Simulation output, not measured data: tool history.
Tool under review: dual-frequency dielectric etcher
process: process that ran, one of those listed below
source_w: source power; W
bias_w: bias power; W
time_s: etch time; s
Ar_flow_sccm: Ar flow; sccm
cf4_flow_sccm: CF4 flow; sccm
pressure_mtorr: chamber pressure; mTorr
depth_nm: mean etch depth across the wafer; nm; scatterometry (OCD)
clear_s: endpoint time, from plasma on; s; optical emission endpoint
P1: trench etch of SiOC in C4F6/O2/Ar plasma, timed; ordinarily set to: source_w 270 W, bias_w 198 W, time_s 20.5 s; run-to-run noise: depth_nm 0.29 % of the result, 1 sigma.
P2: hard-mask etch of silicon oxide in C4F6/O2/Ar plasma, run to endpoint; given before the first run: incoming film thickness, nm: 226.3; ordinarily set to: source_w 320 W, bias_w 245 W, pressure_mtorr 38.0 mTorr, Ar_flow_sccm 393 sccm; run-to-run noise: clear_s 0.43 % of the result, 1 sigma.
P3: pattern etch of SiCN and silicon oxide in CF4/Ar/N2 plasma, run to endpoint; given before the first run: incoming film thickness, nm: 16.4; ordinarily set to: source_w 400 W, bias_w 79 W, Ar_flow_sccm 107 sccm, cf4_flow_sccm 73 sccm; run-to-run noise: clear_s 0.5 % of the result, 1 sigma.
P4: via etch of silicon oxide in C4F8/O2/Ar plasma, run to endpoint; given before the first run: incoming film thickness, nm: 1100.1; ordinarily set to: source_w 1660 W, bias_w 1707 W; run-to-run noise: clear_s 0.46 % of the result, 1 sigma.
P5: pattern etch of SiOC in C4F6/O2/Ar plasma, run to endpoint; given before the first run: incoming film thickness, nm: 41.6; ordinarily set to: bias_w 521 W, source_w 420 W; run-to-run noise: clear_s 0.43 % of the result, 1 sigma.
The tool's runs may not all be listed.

| run | hour | process | source_w | bias_w | time_s | Ar_flow_sccm | cf4_flow_sccm | pressure_mtorr | depth_nm | clear_s |
|---|---|---|---|---|---|---|---|---|---|---|
| 1 | 16.8 | P1 | 270 | 198 | 20.5 |  |  |  | 37.642 |  |
| 2 | 33.5 | P1 | 210 | 198 | 26.0 |  |  |  | 43.366 |  |
|  | 44.4 | wet clean of the chamber |
| 3 | 45.1 | P1 | 320 | 198 | 20.5 |  |  |  | 40.127 |  |
| 4 | 57.2 | P3 | 400 | 79 |  | 130 | 73 |  |  | 21.388 |
| 5 | 72.4 | P2 | 320 | 245 |  | 393 |  | 38.0 |  | 74.131 |
| 6 | 87.6 | P3 | 400 | 79 |  | 107 | 87 |  |  | 20.085 |
| 7 | 96.9 | P1 | 270 | 198 | 20.5 |  |  |  | 37.455 |  |
| 8 | 104.4 | P1 | 270 | 144 | 20.5 |  |  |  | 33.888 |  |
| 9 | 117.5 | P3 | 400 | 79 |  | 107 | 73 |  |  | 20.705 |
| 10 | 126.7 | P4 | 1660 | 1707 |  |  |  |  |  | 238.080 |
| 11 | 137.5 | P2 | 320 | 331 |  | 393 |  | 38.0 |  | 66.554 |
| 12 | 149.7 | P1 | 270 | 198 | 14.0 |  |  |  | 25.769 |  |
| 13 | 163.6 | P3 | 510 | 79 |  | 107 | 73 |  |  | 16.481 |
| 14 | 173.3 | P1 | 270 | 198 | 20.5 |  |  |  | 37.509 |  |
| 15 | 189.7 | P1 | 270 | 245 | 20.5 |  |  |  | 40.118 |  |
| 16 | 205.5 | P1 | 160 | 198 | 20.5 |  |  |  | 30.640 |  |
| 17 | 215.0 | P2 | 320 | 245 |  | 467 |  | 38.0 |  | 75.065 |
| 18 | 226.5 | P3 | 400 | 47 |  | 107 | 73 |  |  | 24.584 |
| 19 | 237.3 | P2 | 320 | 245 |  | 393 |  | 49.5 |  | 76.348 |
|  | 240.1 | bias power generator calibrated |
| 20 | 251.7 | P4 | 1660 | 1707 |  |  |  |  |  | 239.000 |
| 21 | 265.8 | P4 | 1660 | 2397 |  |  |  |  |  | 215.210 |
| 22 | 282.5 | P5 | 420 | 730 |  |  |  |  |  | 12.013 |
| 23 | 294.7 | P5 | 420 | 521 |  |  |  |  |  | 13.600 |
| 24 | 310.2 | P1 | 270 | 198 | 20.5 |  |  |  | 37.455 |  |
| 25 | 325.6 | P5 | 260 | 521 |  |  |  |  |  | 16.176 |
| 26 | 341.7 | P1 | 270 | 198 | 20.5 |  |  |  | 37.625 |  |
| 27 | 356.2 | P1 | 270 | 198 | 20.5 |  |  |  | 37.524 |  |
| 28 | 372.0 | P5 | 420 | 521 |  |  |  |  |  | 13.607 |
| 29 | 386.1 | P2 | 320 | 245 |  | 393 |  | 38.0 |  | 73.931 |
| 30 | 395.0 | P2 | 450 | 245 |  | 393 |  | 38.0 |  | 64.736 |
| 31 | 409.6 | P4 | 2190 | 1707 |  |  |  |  |  | 212.720 |
| 32 | 416.9 | P1 | 270 | 198 | 25.5 |  |  |  | 46.604 |  |
| 33 | 433.0 | P1 | 270 | 198 | 20.5 |  |  |  | 37.468 |  |
| 34 | 443.9 | P1 | 270 | 198 | 20.5 |  |  |  | 37.716 |  |
| 35 | 454.6 | P1 | 270 | 198 | 20.5 |  |  |  | 37.833 |  |
| 36 | 471.0 | P1 | 270 | 198 | 20.5 |  |  |  | 38.028 |  |
| 37 | 479.8 | P1 | 270 | 198 | 20.5 |  |  |  | 37.903 |  |
| 38 | 487.5 | P1 | 270 | 198 | 20.5 |  |  |  | 37.978 |  |
| 39 | 502.7 | P1 | 270 | 198 | 20.5 |  |  |  | 38.124 |  |
| 40 | 513.6 | P1 | 270 | 198 | 20.5 |  |  |  | 38.180 |  |
|  | 514.6 | wet clean of the chamber |
| 41 | 529.6 | P1 | 270 | 198 | 20.5 |  |  |  | 38.245 |  |
| 42 | 542.0 | P1 | 270 | 198 | 20.5 |  |  |  | 38.066 |  |
| 43 | 558.2 | P1 | 270 | 198 | 20.5 |  |  |  | 38.134 |  |
| 44 | 570.2 | P1 | 270 | 198 | 20.5 |  |  |  | 37.950 |  |

Something has made what P1 gives creep away from where it was; the 2 causes below, each at its own stated size, fit the log equally well:
A: bias power that arrives over what is set, % = 4.44
B: source power that arrives over what is set, % = 3.84
The process output started creeping at around hour 433.0.
The rest of the possible causes, and what rules out each one:
chamber walls in a state that raises the etch rate, %: serviced at hour 514.6, which brought nothing back

Below are 4 check runs, each averaged over 5 wafers, with their results shown as question marks. Which of them would give clearly different results depending on which cause is behind the drift?
| check 1 | 582.2 | P2 | 430 | 294 |  | 393 |  | 38.0 |  | ? |
| check 2 | 582.2 | P3 | 400 | 51 |  | 107 | 84 |  |  | ? |
| check 3 | 582.2 | P4 | 2100 | 2306 |  |  |  |  |  | ? |
| check 4 | 582.2 | P5 | 270 | 521 |  |  |  |  |  | ? |

What each check would give under each cause:
| check | result | if A | if B |
|---|---|---|---|
| check 1 | clear_s | 60.859 | 60.908 |
| check 2 | clear_s | 22.959 | 22.501 |
| check 3 | clear_s | 195.330 | 194.920 |
| check 4 | clear_s | 15.771 | 15.817 |
Per check, the gap between the least separated pair of causes, taken in the result that splits them most: check 1 0.08 %; check 2 2.01 %; check 3 0.21 %; check 4 0.29 %
The causes can be told apart only by check 2. The other checks would give nearly the same results under each of them.

Here is what check 2 returned: clear_s 22.499 s. Which cause is it?

It was cause B: source power that arrives over what is set, %.
